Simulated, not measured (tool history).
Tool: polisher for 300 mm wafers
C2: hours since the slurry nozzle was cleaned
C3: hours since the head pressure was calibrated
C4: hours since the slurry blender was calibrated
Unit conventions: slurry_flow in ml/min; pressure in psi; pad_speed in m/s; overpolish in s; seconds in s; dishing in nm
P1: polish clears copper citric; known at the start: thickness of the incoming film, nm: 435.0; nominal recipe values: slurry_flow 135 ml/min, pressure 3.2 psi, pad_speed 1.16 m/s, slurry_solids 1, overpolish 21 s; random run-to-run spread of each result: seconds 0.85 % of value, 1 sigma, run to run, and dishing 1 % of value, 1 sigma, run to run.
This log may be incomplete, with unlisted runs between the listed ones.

{"run": 1, "day": 0.321, "slurry_flow": 135, "pressure": 3.2, "pad_speed": 1.16, "slurry_solids": 1, "overpolish": 21, "wafers polished on this pad": 143, "C2": 234.2, "C3": 1033.4, "C4": 221.9, "seconds": 143.58, "dishing": 44.215}
{"run": 2, "day": 0.583, "slurry_flow": 135, "pressure": 3.2, "pad_speed": 1.16, "slurry_solids": 1, "overpolish": 21, "wafers polished on this pad": 178, "C2": 240.5, "C3": 1039.7, "C4": 228.2, "seconds": 143.84, "dishing": 44.992}
{"run": 3, "day": 0.95, "slurry_flow": 135, "pressure": 3.2, "pad_speed": 1.16, "slurry_solids": 1.5, "overpolish": 21, "wafers polished on this pad": 228, "C2": 249.3, "C3": 1048.5, "C4": 237, "seconds": 133.12, "dishing": 48.145}
{"day": 0.954, "done": "slurry nozzle cleaned"}
{"run": 4, "day": 1.358, "slurry_flow": 80, "pressure": 3.2, "pad_speed": 1.16, "slurry_solids": 1, "overpolish": 21, "wafers polished on this pad": 284, "C2": 9.8, "C3": 1058.3, "C4": 246.8, "seconds": 161.08, "dishing": 40.53}
{"run": 5, "day": 1.758, "slurry_flow": 135, "pressure": 3.2, "pad_speed": 1.58, "slurry_solids": 1, "overpolish": 21, "wafers polished on this pad": 338, "C2": 19.4, "C3": 1067.9, "C4": 256.4, "seconds": 105.93, "dishing": 58.038}
{"run": 6, "day": 1.933, "slurry_flow": 135, "pressure": 3.2, "pad_speed": 1.16, "slurry_solids": 1.45, "overpolish": 6, "wafers polished on this pad": 362, "C2": 23.6, "C3": 1072.1, "C4": 260.6, "seconds": 133.52, "dishing": 15.31}
{"run": 7, "day": 2.158, "slurry_flow": 170, "pressure": 3.2, "pad_speed": 1.16, "slurry_solids": 1, "overpolish": 21, "wafers polished on this pad": 392, "C2": 29, "C3": 1077.5, "C4": 266, "seconds": 139.42, "dishing": 46.871}
{"run": 8, "day": 2.388, "slurry_flow": 135, "pressure": 3.2, "pad_speed": 1.16, "slurry_solids": 1, "overpolish": 39, "wafers polished on this pad": 423, "C2": 34.5, "C3": 1083, "C4": 271.5, "seconds": 145.35, "dishing": 73.964}
{"run": 9, "day": 2.646, "slurry_flow": 135, "pressure": 3.2, "pad_speed": 1.16, "slurry_solids": 1, "overpolish": 21, "wafers polished on this pad": 458, "C2": 40.7, "C3": 1089.2, "C4": 277.7, "seconds": 145.72, "dishing": 44.493}
{"run": 10, "day": 2.988, "slurry_flow": 135, "pressure": 1.9, "pad_speed": 1.16, "slurry_solids": 1, "overpolish": 21, "wafers polished on this pad": 505, "C2": 48.9, "C3": 1097.4, "C4": 285.9, "seconds": 238.52, "dishing": 28.648}
{"run": 11, "day": 3.312, "slurry_flow": 135, "pressure": 3.2, "pad_speed": 1.16, "slurry_solids": 0.75, "overpolish": 21, "wafers polished on this pad": 549, "C2": 56.7, "C3": 1105.2, "C4": 293.7, "seconds": 152.73, "dishing": 42.194}
{"run": 12, "day": 3.65, "slurry_flow": 135, "pressure": 3.2, "pad_speed": 0.6, "slurry_solids": 1, "overpolish": 21, "wafers polished on this pad": 595, "C2": 64.8, "C3": 1113.3, "C4": 301.8, "seconds": 274.19, "dishing": 25.502}
{"run": 13, "day": 3.921, "slurry_flow": 135, "pressure": 3.2, "pad_speed": 1.16, "slurry_solids": 1, "overpolish": 6, "wafers polished on this pad": 631, "C2": 71.3, "C3": 1119.8, "C4": 308.3, "seconds": 146.39, "dishing": 13.991}
{"run": 14, "day": 4.329, "slurry_flow": 135, "pressure": 3.2, "pad_speed": 1.16, "slurry_solids": 1, "overpolish": 21, "wafers polished on this pad": 687, "C2": 81.1, "C3": 1129.6, "C4": 318.1, "seconds": 144.09, "dishing": 45.075}
{"run": 15, "day": 4.525, "slurry_flow": 135, "pressure": 4.5, "pad_speed": 1.16, "slurry_solids": 1, "overpolish": 21, "wafers polished on this pad": 713, "C2": 85.8, "C3": 1134.3, "C4": 322.8, "seconds": 104.64, "dishing": 61.436}
{"run": 16, "day": 4.821, "slurry_flow": 135, "pressure": 3.2, "pad_speed": 1.16, "slurry_solids": 1, "overpolish": 21, "wafers polished on this pad": 753, "C2": 92.9, "C3": 1141.4, "C4": 329.9, "seconds": 145.01, "dishing": 44.473}
{"run": 17, "day": 5.138, "slurry_flow": 135, "pressure": 3.2, "pad_speed": 1.16, "slurry_solids": 1, "overpolish": 21, "wafers polished on this pad": 796, "C2": 100.5, "C3": 1149, "C4": 337.5, "seconds": 148.81, "dishing": 43.795}

Estimate the outcome of run 18 from the log above:
{"run": 18, "day": 5.521, "slurry_flow": 135, "pressure": 3.2, "pad_speed": 1.16, "slurry_solids": 1, "overpolish": 21, "wafers polished on this pad": 848, "C2": 109.7, "C3": 1158.2, "C4": 346.7, "seconds": "?", "dishing": "?"}

{"run 18": {"seconds": 155.11, "dishing": 43.265}}
